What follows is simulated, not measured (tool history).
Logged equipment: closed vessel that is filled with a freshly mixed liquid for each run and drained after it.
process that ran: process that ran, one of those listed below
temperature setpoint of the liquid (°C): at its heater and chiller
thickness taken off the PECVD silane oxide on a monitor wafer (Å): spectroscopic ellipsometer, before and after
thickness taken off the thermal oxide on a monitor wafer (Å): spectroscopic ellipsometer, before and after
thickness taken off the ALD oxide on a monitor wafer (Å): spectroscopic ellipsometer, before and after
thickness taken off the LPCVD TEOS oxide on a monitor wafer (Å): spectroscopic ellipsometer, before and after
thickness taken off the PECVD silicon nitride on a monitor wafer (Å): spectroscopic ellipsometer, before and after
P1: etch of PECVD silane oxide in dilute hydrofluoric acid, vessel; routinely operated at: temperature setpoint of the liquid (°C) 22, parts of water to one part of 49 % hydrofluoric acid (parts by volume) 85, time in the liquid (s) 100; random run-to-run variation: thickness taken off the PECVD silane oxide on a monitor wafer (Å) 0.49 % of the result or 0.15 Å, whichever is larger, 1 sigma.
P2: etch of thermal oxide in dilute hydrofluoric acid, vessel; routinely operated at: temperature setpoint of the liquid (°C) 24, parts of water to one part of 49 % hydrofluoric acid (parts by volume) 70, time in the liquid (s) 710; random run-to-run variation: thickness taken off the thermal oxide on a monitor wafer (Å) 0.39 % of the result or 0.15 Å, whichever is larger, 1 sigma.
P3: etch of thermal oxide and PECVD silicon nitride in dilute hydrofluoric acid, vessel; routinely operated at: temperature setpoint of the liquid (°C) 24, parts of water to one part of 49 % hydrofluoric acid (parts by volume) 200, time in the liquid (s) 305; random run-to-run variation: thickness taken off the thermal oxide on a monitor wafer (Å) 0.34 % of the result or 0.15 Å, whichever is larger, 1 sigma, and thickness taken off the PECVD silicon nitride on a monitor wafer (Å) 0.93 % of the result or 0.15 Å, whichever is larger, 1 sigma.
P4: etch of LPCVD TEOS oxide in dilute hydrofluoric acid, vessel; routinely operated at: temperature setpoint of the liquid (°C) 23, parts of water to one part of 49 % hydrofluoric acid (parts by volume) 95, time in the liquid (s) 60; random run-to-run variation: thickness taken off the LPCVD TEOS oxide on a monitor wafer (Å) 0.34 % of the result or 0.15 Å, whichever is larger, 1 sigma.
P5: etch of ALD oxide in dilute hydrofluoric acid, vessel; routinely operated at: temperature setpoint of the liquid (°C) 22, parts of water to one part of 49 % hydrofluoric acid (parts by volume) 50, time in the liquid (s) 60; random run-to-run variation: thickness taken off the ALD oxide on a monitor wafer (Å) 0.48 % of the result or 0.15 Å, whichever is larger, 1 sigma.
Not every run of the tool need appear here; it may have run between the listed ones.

| run | hour | process that ran | temperature setpoint of the liquid (°C) | parts of water to one part of 49 % hydrofluoric acid (parts by volume) | time in the liquid (s) | thickness taken off the PECVD silane oxide on a monitor wafer (Å) | thickness taken off the thermal oxide on a monitor wafer (Å) | thickness taken off the ALD oxide on a monitor wafer (Å) | thickness taken off the LPCVD TEOS oxide on a monitor wafer (Å) | thickness taken off the PECVD silicon nitride on a monitor wafer (Å) |
|---|---|---|---|---|---|---|---|---|---|---|
| 1 | 13.4 | P1 | 22 | 85 | 100 | 290.83 |  |  |  |  |
| 2 | 19.9 | P2 | 24 | 105 | 710 |  | 312.320 |  |  |  |
| 3 | 29.1 | P1 | 22 | 85 | 165 | 482.37 |  |  |  |  |
| 4 | 37.2 | P2 | 30 | 70 | 710 |  | 618.450 |  |  |  |
| 5 | 49.2 | P5 | 17 | 50 | 60 |  |  | 235.83 |  |  |
| 6 | 59.0 | P1 | 22 | 85 | 100 | 292.79 |  |  |  |  |
| 7 | 67.8 | P1 | 26 | 145 | 100 | 185.34 |  |  |  |  |
| 8 | 75.7 | P2 | 24 | 70 | 710 |  | 486.000 |  |  |  |
| 9 | 89.3 | P4 | 18 | 95 | 60 |  |  |  | 241.24 |  |
| 10 | 99.6 | P3 | 18 | 200 | 305 |  | 52.415 |  |  | 17.016 |
| 11 | 111.0 | P2 | 24 | 70 | 1065 |  | 735.330 |  |  |  |
| 12 | 118.4 | P1 | 22 | 85 | 45 | 131.89 |  |  |  |  |
| 13 | 131.6 | P5 | 22 | 50 | 60 |  |  | 295.16 |  |  |
| 14 | 141.7 | P1 | 22 | 85 | 100 | 291.28 |  |  |  |  |
| 15 | 151.8 | P1 | 22 | 150 | 100 | 153.17 |  |  |  |  |
| 16 | 159.1 | P3 | 24 | 45 | 305 |  | 353.160 |  |  | 113.390 |
| 17 | 171.0 | P1 | 30 | 85 | 100 | 397.78 |  |  |  |  |
| 18 | 182.6 | P3 | 24 | 200 | 305 |  | 65.799 |  |  | 26.172 |
| 19 | 193.3 | P1 | 22 | 85 | 100 | 292.29 |  |  |  |  |
|  | 200.8 | thermometer replaced |
| 20 | 203.5 | P3 | 24 | 200 | 480 |  | 103.490 |  |  | 40.477 |
| 21 | 211.3 | P1 | 22 | 25 | 100 | 1074.00 |  |  |  |  |
| 22 | 218.3 | P2 | 24 | 70 | 710 |  | 486.670 |  |  |  |
| 23 | 226.8 | P4 | 23 | 55 | 60 |  |  |  | 536.83 |  |
| 24 | 238.7 | P1 | 22 | 85 | 100 | 291.47 |  |  |  |  |
| 25 | 247.2 | P3 | 24 | 200 | 305 |  | 66.307 |  |  | 25.092 |
| 26 | 259.1 | P5 | 22 | 50 | 100 |  |  | 489.89 |  |  |
| 27 | 265.4 | P5 | 22 | 80 | 60 |  |  | 178.59 |  |  |
| 28 | 276.6 | P4 | 23 | 95 | 60 |  |  |  | 295.75 |  |
| 29 | 285.2 | P4 | 23 | 95 | 30 |  |  |  | 147.93 |  |
| 30 | 298.2 | P1 | 17 | 85 | 100 | 236.44 |  |  |  |  |
| 31 | 309.1 | P1 | 22 | 85 | 100 | 290.34 |  |  |  |  |
| 32 | 317.8 | P1 | 22 | 85 | 100 | 286.16 |  |  |  |  |
| 33 | 326.2 | P1 | 22 | 85 | 100 | 278.89 |  |  |  |  |
| 34 | 338.6 | P1 | 22 | 85 | 100 | 272.32 |  |  |  |  |
| 35 | 346.2 | P1 | 22 | 85 | 100 | 271.67 |  |  |  |  |
| 36 | 353.9 | P1 | 22 | 85 | 100 | 270.16 |  |  |  |  |
| 37 | 361.4 | P1 | 22 | 85 | 100 | 271.25 |  |  |  |  |
| 38 | 368.4 | P1 | 22 | 85 | 100 | 272.10 |  |  |  |  |
| 39 | 380.2 | P1 | 22 | 85 | 100 | 269.04 |  |  |  |  |
| 40 | 389.7 | P1 | 22 | 85 | 100 | 268.64 |  |  |  |  |
| 41 | 397.1 | P1 | 22 | 85 | 100 | 270.54 |  |  |  |  |
| 42 | 404.2 | P1 | 22 | 85 | 100 | 270.61 |  |  |  |  |

The log shows P1 creeping away from where it was. Any of the 2 causes listed here, at the size stated for it, fits the log just as well as the others:
A: liquid colder than its thermometer reads (K) = 1.88
B: hydrofluoric acid flow below the setpoint (%) = 6.73
The gradual shift began around hour 309.1.

Which of the check runs below tells the causes apart, meaning the causes would give it clearly different results? Each run uses 3 wafers whose results are averaged, and each result is shown as a question mark.
| check 1 | 411.3 | P2 | 24 | 70 | 710 |  | ? |  |  |  |
| check 2 | 411.3 | P3 | 24 | 200 | 305 |  | ? |  |  | ? |
| check 3 | 411.3 | P4 | 23 | 95 | 60 |  |  |  | ? |  |
| check 4 | 411.3 | P5 | 22 | 50 | 60 |  |  | ? |  |  |

Expected result of each check under each candidate cause:
| check | result | if A | if B |
|---|---|---|---|
| check 1 | thickness taken off the thermal oxide on a monitor wafer (Å) | 452.730 | 453.020 |
| check 2 | thickness taken off the thermal oxide on a monitor wafer (Å) | 61.423 | 60.517 |
| check 2 | thickness taken off the PECVD silicon nitride on a monitor wafer (Å) | 22.856 | 24.051 |
| check 3 | thickness taken off the LPCVD TEOS oxide on a monitor wafer (Å) | 273.45 | 272.96 |
| check 4 | thickness taken off the ALD oxide on a monitor wafer (Å) | 271.02 | 272.36 |
Minimum pairwise separation of causes per check, each pair taken at its best-separating result: check 1 0.06 %; check 2 5.1 %; check 3 0.18 %; check 4 0.49 %
Only check 2 tells the causes apart: in the others they would give nearly the same result.

Check 2 has now been run. It gave: thickness taken off the thermal oxide on a monitor wafer (Å) 61.555; thickness taken off the PECVD silicon nitride on a monitor wafer (Å) 22.888. Which of the candidate causes is it?

Of the candidate causes, it is A: liquid colder than its thermometer reads (K).
